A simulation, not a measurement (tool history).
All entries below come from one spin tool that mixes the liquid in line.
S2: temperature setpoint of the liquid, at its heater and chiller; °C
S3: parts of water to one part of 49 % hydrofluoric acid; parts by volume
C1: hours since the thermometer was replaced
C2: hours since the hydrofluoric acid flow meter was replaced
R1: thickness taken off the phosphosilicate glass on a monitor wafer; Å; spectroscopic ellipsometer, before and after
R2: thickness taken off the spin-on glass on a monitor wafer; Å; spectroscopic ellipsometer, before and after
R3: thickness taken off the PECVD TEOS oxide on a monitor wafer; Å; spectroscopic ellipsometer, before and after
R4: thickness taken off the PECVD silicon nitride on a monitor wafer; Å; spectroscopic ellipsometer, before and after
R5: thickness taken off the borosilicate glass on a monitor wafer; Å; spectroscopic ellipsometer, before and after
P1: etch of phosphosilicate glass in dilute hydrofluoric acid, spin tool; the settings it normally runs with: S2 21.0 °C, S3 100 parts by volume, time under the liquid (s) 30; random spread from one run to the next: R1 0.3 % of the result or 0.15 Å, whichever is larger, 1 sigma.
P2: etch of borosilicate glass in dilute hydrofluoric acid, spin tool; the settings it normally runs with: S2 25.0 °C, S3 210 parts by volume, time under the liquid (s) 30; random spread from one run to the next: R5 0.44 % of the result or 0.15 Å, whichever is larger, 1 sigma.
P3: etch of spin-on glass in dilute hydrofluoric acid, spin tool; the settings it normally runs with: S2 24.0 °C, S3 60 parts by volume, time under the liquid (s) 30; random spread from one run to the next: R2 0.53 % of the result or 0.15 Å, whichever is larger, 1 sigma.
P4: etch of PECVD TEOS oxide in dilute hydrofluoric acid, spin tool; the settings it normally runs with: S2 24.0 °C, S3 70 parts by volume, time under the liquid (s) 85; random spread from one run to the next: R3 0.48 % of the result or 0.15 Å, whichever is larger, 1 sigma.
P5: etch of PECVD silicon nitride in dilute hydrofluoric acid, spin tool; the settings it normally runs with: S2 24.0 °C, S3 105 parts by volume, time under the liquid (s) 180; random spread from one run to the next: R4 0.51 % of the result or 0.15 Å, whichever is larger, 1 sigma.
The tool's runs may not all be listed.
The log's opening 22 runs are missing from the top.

run 23 day=4.062 | process_that_ran=P1 S2=17.0 S3=100 time_under_the_liquid_(s)=30 | C1=968.7 C2=1662.8 | R1=208.73
run 24 day=4.242 | process_that_ran=P4 S2=24.0 S3=70 time_under_the_liquid_(s)=85 | C1=973.0 C2=1667.1 | R3=212.07
run 25 day=4.438 | process_that_ran=P1 S2=28.5 S3=100 time_under_the_liquid_(s)=15 | C1=977.7 C2=1671.8 | R1=164.64
run 26 day=4.600 | process_that_ran=P5 S2=24.0 S3=105 time_under_the_liquid_(s)=180 | C1=981.6 C2=1675.7 | R4=53.975
run 27 day=4.708 | process_that_ran=P1 S2=21.0 S3=100 time_under_the_liquid_(s)=30 | C1=984.2 C2=1678.3 | R1=246.72
run 28 day=4.842 | process_that_ran=P2 S2=25.0 S3=125 time_under_the_liquid_(s)=30 | C1=987.4 C2=1681.5 | R5=113.220
run 29 day=5.021 | process_that_ran=P2 S2=25.0 S3=210 time_under_the_liquid_(s)=30 | C1=991.7 C2=1685.8 | R5=61.429
run 30 day=5.138 | process_that_ran=P4 S2=24.0 S3=95 time_under_the_liquid_(s)=85 | C1=994.5 C2=1688.6 | R3=150.84
run 31 day=5.258 | process_that_ran=P1 S2=21.0 S3=100 time_under_the_liquid_(s)=30 | C1=997.4 C2=1691.5 | R1=245.98
run 32 day=5.375 | process_that_ran=P1 S2=21.0 S3=100 time_under_the_liquid_(s)=30 | C1=1000.2 C2=1694.3 | R1=245.26
run 33 day=5.612 | process_that_ran=P1 S2=21.0 S3=100 time_under_the_liquid_(s)=30 | C1=1005.9 C2=1700.0 | R1=245.25
run 34 day=5.821 | process_that_ran=P1 S2=21.0 S3=100 time_under_the_liquid_(s)=30 | C1=1010.9 C2=1705.0 | R1=237.99
run 35 day=5.988 | process_that_ran=P1 S2=21.0 S3=100 time_under_the_liquid_(s)=30 | C1=1014.9 C2=1709.0 | R1=235.11
run 36 day=6.117 | process_that_ran=P1 S2=21.0 S3=100 time_under_the_liquid_(s)=30 | C1=1018.0 C2=1712.1 | R1=231.87
run 37 day=6.267 | process_that_ran=P1 S2=21.0 S3=100 time_under_the_liquid_(s)=30 | C1=1021.6 C2=1715.7 | R1=230.79
run 38 day=6.450 | process_that_ran=P1 S2=21.0 S3=100 time_under_the_liquid_(s)=30 | C1=1026.0 C2=1720.1 | R1=229.13
run 39 day=6.558 | process_that_ran=P1 S2=21.0 S3=100 time_under_the_liquid_(s)=30 | C1=1028.6 C2=1722.7 | R1=229.98
run 40 day=6.725 | process_that_ran=P1 S2=21.0 S3=100 time_under_the_liquid_(s)=30 | C1=1032.6 C2=1726.7 | R1=227.87

For run 41, what comes out?
run 41 day=6.858 | process_that_ran=P1 S2=21.0 S3=100 time_under_the_liquid_(s)=30 | C1=1035.8 C2=1729.9 | R1=?

R1: 228.01 Å

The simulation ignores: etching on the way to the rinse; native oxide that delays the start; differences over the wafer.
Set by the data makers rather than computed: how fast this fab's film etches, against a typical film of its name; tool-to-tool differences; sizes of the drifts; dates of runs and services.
